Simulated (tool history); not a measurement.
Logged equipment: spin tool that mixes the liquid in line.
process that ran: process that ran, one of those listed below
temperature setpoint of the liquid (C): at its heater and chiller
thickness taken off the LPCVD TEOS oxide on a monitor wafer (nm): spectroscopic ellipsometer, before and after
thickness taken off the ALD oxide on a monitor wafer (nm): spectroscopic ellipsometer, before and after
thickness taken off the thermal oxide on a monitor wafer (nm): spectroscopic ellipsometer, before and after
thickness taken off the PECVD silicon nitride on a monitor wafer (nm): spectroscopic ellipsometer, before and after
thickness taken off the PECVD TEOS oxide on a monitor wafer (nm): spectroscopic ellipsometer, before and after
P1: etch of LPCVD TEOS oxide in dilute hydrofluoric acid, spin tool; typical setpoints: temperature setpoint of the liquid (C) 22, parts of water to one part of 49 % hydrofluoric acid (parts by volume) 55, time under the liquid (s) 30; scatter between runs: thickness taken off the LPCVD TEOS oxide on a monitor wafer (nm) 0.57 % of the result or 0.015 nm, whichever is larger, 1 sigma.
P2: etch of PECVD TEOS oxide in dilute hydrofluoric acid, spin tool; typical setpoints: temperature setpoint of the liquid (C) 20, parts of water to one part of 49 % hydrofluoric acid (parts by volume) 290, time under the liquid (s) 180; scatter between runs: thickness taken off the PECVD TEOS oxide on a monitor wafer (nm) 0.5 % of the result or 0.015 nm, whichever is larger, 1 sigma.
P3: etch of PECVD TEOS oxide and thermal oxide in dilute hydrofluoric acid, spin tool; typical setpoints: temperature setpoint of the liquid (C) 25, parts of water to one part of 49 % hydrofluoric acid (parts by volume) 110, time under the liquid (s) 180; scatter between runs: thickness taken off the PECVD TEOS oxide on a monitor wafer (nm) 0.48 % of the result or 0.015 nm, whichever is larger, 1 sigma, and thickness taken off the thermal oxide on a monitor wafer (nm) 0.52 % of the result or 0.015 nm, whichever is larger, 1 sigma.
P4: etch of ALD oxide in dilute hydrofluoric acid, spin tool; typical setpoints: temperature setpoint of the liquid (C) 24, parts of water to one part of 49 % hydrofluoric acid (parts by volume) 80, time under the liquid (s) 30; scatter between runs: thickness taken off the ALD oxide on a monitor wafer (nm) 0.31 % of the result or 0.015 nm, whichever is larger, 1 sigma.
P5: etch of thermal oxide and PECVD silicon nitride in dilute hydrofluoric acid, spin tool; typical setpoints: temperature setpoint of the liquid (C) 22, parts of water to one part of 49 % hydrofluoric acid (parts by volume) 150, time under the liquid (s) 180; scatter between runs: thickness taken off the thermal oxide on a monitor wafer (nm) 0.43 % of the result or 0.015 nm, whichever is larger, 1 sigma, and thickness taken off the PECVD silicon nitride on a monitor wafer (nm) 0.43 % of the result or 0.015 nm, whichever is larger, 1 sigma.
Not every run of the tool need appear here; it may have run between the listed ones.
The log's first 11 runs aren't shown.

| run | day | process that ran | temperature setpoint of the liquid (C) | parts of water to one part of 49 % hydrofluoric acid (parts by volume) | time under the liquid (s) | thickness taken off the LPCVD TEOS oxide on a monitor wafer (nm) | thickness taken off the ALD oxide on a monitor wafer (nm) | thickness taken off the thermal oxide on a monitor wafer (nm) | thickness taken off the PECVD silicon nitride on a monitor wafer (nm) | thickness taken off the PECVD TEOS oxide on a monitor wafer (nm) |
|---|---|---|---|---|---|---|---|---|---|---|
| 12 | 4.317 | P2 | 20 | 290 | 180 |  |  |  |  | 12.345 |
| 13 | 4.608 | P1 | 29 | 55 | 30 | 22.207 |  |  |  |  |
| 14 | 5.004 | P4 | 24 | 80 | 50 |  | 20.414 |  |  |  |
| 15 | 5.308 | P4 | 30 | 80 | 30 |  | 15.462 |  |  |  |
| 16 | 5.742 | P3 | 19.5 | 110 | 180 |  |  | 6.6786 |  | 19.886 |
| 17 | 6.196 | P3 | 25 | 110 | 95 |  |  | 4.3789 |  | 12.95 |
| 18 | 6.446 | P5 | 22 | 150 | 180 |  |  | 5.2087 | 6.0659 |  |
| 19 | 6.733 | P2 | 20 | 75 | 180 |  |  |  |  | 58.808 |
| 20 | 7.025 | P1 | 22 | 55 | 30 | 16.823 |  |  |  |  |
| 21 | 7.496 | P2 | 28.5 | 290 | 180 |  |  |  |  | 16.398 |
| 22 | 7.704 | P3 | 25 | 60 | 180 |  |  | 16.33 |  | 48.338 |
| 23 | 7.921 | P1 | 29 | 55 | 15 | 11.069 |  |  |  |  |
| 24 | 8.183 | P4 | 24 | 80 | 30 |  | 12.294 |  |  |  |
| 25 | 8.525 | P5 | 22 | 150 | 75 |  |  | 2.1977 | 2.5328 |  |
| 26 | 8.8 | P5 | 17 | 150 | 180 |  |  | 4.327 | 4.3675 |  |
| 27 | 9.238 | P3 | 25 | 110 | 180 |  |  | 8.317 |  | 24.542 |
| 28 | 9.533 | P1 | 22 | 85 | 30 | 10.432 |  |  |  |  |
| 29 | 9.95 | P1 | 22 | 55 | 65 | 36.48 |  |  |  |  |
| 30 | 10.217 | P1 | 17 | 55 | 30 | 13.441 |  |  |  |  |
| 31 | 10.421 | P1 | 22 | 55 | 30 | 16.853 |  |  |  |  |
| 32 | 10.65 | P1 | 22 | 55 | 30 | 16.751 |  |  |  |  |
| 33 | 10.983 | P1 | 22 | 55 | 30 | 16.93 |  |  |  |  |

Expected results for the next run?
| 34 | 11.188 | P1 | 22 | 55 | 30 | ? |  |  |  |  |

{"run 34": {"thickness taken off the LPCVD TEOS oxide on a monitor wafer (nm)": 17.19}}
